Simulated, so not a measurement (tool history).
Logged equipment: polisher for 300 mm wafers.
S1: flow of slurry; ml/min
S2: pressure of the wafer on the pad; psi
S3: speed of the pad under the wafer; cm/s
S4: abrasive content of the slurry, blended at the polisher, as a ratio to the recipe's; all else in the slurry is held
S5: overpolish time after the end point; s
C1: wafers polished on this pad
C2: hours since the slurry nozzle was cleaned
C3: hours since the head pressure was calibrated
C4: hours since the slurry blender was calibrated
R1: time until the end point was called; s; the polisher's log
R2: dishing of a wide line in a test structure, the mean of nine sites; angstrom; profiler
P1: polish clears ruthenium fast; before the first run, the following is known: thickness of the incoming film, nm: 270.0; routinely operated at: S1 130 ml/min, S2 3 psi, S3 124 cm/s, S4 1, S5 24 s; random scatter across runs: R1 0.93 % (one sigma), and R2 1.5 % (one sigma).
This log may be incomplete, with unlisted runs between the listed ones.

run 1 day=0.279 | S1=130 S2=3 S3=124 S4=1 S5=24 | C1=230 C2=356.6 C3=527.5 C4=144.3 | R1=44.068 R2=894.08
run 2 day=0.454 | S1=130 S2=3 S3=124 S4=1 S5=24 | C1=264 C2=360.8 C3=531.7 C4=148.5 | R1=44.235 R2=887.99
run 3 day=0.604 | S1=130 S2=3 S3=124 S4=1 S5=24 | C1=292 C2=364.4 C3=535.3 C4=152.1 | R1=44.376 R2=895.64
run 4 day=0.788 | S1=130 S2=4.1 S3=182 S4=1 S5=24 | C1=327 C2=368.8 C3=539.7 C4=156.5 | R1=21.937 R2=1321.3
run 5 day=0.971 | S1=130 S2=3.8 S3=124 S4=1 S5=24 | C1=362 C2=373.2 C3=544.1 C4=160.9 | R1=35.244 R2=1039.7
run 6 day=1.271 | S1=130 S2=3 S3=124 S4=1.35 S5=24 | C1=420 C2=380.4 C3=551.3 C4=168.1 | R1=39.861 R2=968.02
run 7 day=1.517 | S1=130 S2=3 S3=124 S4=1 S5=24 | C1=466 C2=386.3 C3=557.2 C4=174 | R1=44.196 R2=897.02
run 8 day=1.662 | S1=130 S2=3 S3=86 S4=1.45 S5=24 | C1=494 C2=389.8 C3=560.7 C4=177.5 | R1=54.434 R2=774.08
run 9 day=1.888 | S1=190 S2=3 S3=124 S4=1 S5=24 | C1=537 C2=395.2 C3=566.1 C4=182.9 | R1=41.457 R2=938.76
run 10 day=2.112 | S1=130 S2=3 S3=124 S4=0.75 S5=24 | C1=580 C2=400.6 C3=571.5 C4=188.3 | R1=50.736 R2=799.97
run 11 day=2.358 | S1=130 S2=3 S3=124 S4=1 S5=8 | C1=627 C2=406.5 C3=577.4 C4=194.2 | R1=44.89 R2=374.04
run 12 day=2.633 | S1=130 S2=1.4 S3=124 S4=1 S5=24 | C1=679 C2=413.1 C3=584 C4=200.8 | R1=95.212 R2=495.71
run 13 day=2.912 | S1=130 S2=3 S3=124 S4=1 S5=45 | C1=733 C2=419.8 C3=590.7 C4=207.5 | R1=43.878 R2=1264
run 14 day=3.104 | S1=130 S2=3 S3=166 S4=1 S5=24 | C1=769 C2=424.4 C3=595.3 C4=212.1 | R1=32.72 R2=1072.4
run 15 day=3.308 | S1=130 S2=3 S3=124 S4=1 S5=24 | C1=808 C2=429.3 C3=600.2 C4=217 | R1=44.916 R2=888.35
run 16 day=3.521 | S1=90 S2=3 S3=124 S4=1 S5=24 | C1=849 C2=434.4 C3=605.3 C4=222.1 | R1=48.551 R2=854.07
run 17 day=3.817 | S1=130 S2=3 S3=62 S4=1 S5=24 | C1=905 C2=441.5 C3=612.4 C4=229.2 | R1=87.612 R2=533.05
run 18 day=3.983 | S1=130 S2=3 S3=124 S4=1 S5=24 | C1=937 C2=445.5 C3=616.4 C4=233.2 | R1=44.684 R2=930.08
run 19 day=4.117 | S1=130 S2=3 S3=124 S4=1 S5=24 | C1=962 C2=448.7 C3=619.6 C4=236.4 | R1=44.604 R2=904.41
run 20 day=4.367 | S1=130 S2=3 S3=124 S4=1 S5=24 | C1=1010 C2=454.7 C3=625.6 C4=242.4 | R1=44.157 R2=897.91
run 21 day=4.533 | S1=130 S2=3 S3=124 S4=1 S5=24 | C1=1042 C2=458.7 C3=629.6 C4=246.4 | R1=46.406 R2=884.23
run 22 day=4.804 | S1=130 S2=3 S3=124 S4=1 S5=24 | C1=1094 C2=465.2 C3=636.1 C4=252.9 | R1=48.309 R2=842.84
-- day=4.942 head pressure recalibrated
-- day=4.95 slurry blender recalibrated
run 23 day=4.967 | S1=130 S2=3 S3=124 S4=1 S5=24 | C1=1125 C2=469.1 C3=0.7 C4=0.5 | R1=50.355 R2=850.81
run 24 day=5.15 | S1=130 S2=3 S3=124 S4=1 S5=24 | C1=1159 C2=473.5 C3=5.1 C4=4.9 | R1=49.448 R2=849.69

What will run 25 give?
run 25 day=5.288 | S1=130 S2=3 S3=124 S4=1 S5=24 | C1=1186 C2=476.8 C3=8.4 C4=8.2 | R1=? R2=?

Run 25 yielded R1 49.246 s, R2 823.91 angstrom.
